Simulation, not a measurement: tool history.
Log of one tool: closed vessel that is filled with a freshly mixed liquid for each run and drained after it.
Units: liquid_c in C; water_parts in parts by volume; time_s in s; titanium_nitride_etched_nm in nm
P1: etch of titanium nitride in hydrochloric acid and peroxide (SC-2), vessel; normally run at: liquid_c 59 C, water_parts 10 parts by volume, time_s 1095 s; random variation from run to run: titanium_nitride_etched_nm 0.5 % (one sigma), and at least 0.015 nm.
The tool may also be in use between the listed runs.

run,hour,liquid_c,water_parts,time_s,hours since the thermometer was replaced,hours since the chemicals flow meter was replaced,hours since the drum of peroxide was connected,titanium_nitride_etched_nm
1,12.5,59,10,1095,450.9,127.8,100.3,49.441
2,22.4,43.5,10,1095,460.8,137.7,110.2,17.57
3,31.5,59,10,1095,469.9,146.8,119.3,49.405
4,41.1,51.5,10,350,479.5,156.4,128.9,9.6593
5,59,59,10,1095,497.4,174.3,146.8,49.647
6,68.7,59,18.5,1095,507.1,184,156.5,28.795
7,83.4,59,10,1635,521.8,198.7,171.2,73.245
8,100.4,59,4,1095,538.8,215.7,188.2,99.178
9,114.7,46.5,15,1095,553.1,230,202.5,15.259
10,125.9,66,10,2125,564.3,241.2,213.7,148.73
11,144,72,10,1095,582.4,259.3,231.8,108.36
12,154.2,59,10,50,592.6,269.5,242,2.225
# hour 160.4: chemicals flow meter replaced
13,168.8,59,10,1095,607.2,8.4,256.6,48.918
14,185.9,59,10,1095,624.3,25.5,273.7,49.596
15,198.3,59,10,1095,636.7,37.9,286.1,49.012
16,216.6,59,10,1095,655,56.2,304.4,51.559
17,234.6,59,10,1095,673,74.2,322.4,51.856
18,243.1,59,10,1095,681.5,82.7,330.9,52.977
19,254.1,59,10,1095,692.5,93.7,341.9,53.329
20,272.2,59,10,1095,710.6,111.8,360,52.873
21,284.4,59,10,1095,722.8,124,372.2,53.072
22,294,59,10,1095,732.4,133.6,381.8,52.887

What P1 gives has crept away from where it was. These 2 causes fit the log equally well, each at the size given:
A: chemicals flow above the setpoint (%) = 9.2
B: liquid hotter than its thermometer reads (K) = 1.16
The creep began at about hour 198.3.
Why every other cause is out:
peroxide weaker than its label (%): at most 8, which would move titanium_nitride_etched_nm by -7.4 %: too little, or the wrong way

4 check runs are offered, each on 3 wafers whose results are averaged, their results left as question marks. Which one tells the causes apart?
check 1,303.6,45,4,1095,,,,?
check 2,303.6,59,18,525,,,,?
check 3,303.6,44,15.5,1095,,,,?
check 4,303.6,72,10,290,,,,?

What each check would give under each cause:
check,result,if A,if B
check 1,titanium_nitride_etched_nm,41.546,42.458
check 2,titanium_nitride_etched_nm,15.351,15.261
check 3,titanium_nitride_etched_nm,13.56,13.593
check 4,titanium_nitride_etched_nm,30.937,30.778
How far apart the two closest causes lie, in the result that separates them most: check 1 2.17 %; check 2 0.59 %; check 3 0.24 %; check 4 0.52 %
Only check 1 tells the causes apart: in the others they would give nearly the same result.

Then check 1 was run and gave: titanium_nitride_etched_nm 42.591 nm. Which cause is it?

It is B: liquid hotter than its thermometer reads (K).

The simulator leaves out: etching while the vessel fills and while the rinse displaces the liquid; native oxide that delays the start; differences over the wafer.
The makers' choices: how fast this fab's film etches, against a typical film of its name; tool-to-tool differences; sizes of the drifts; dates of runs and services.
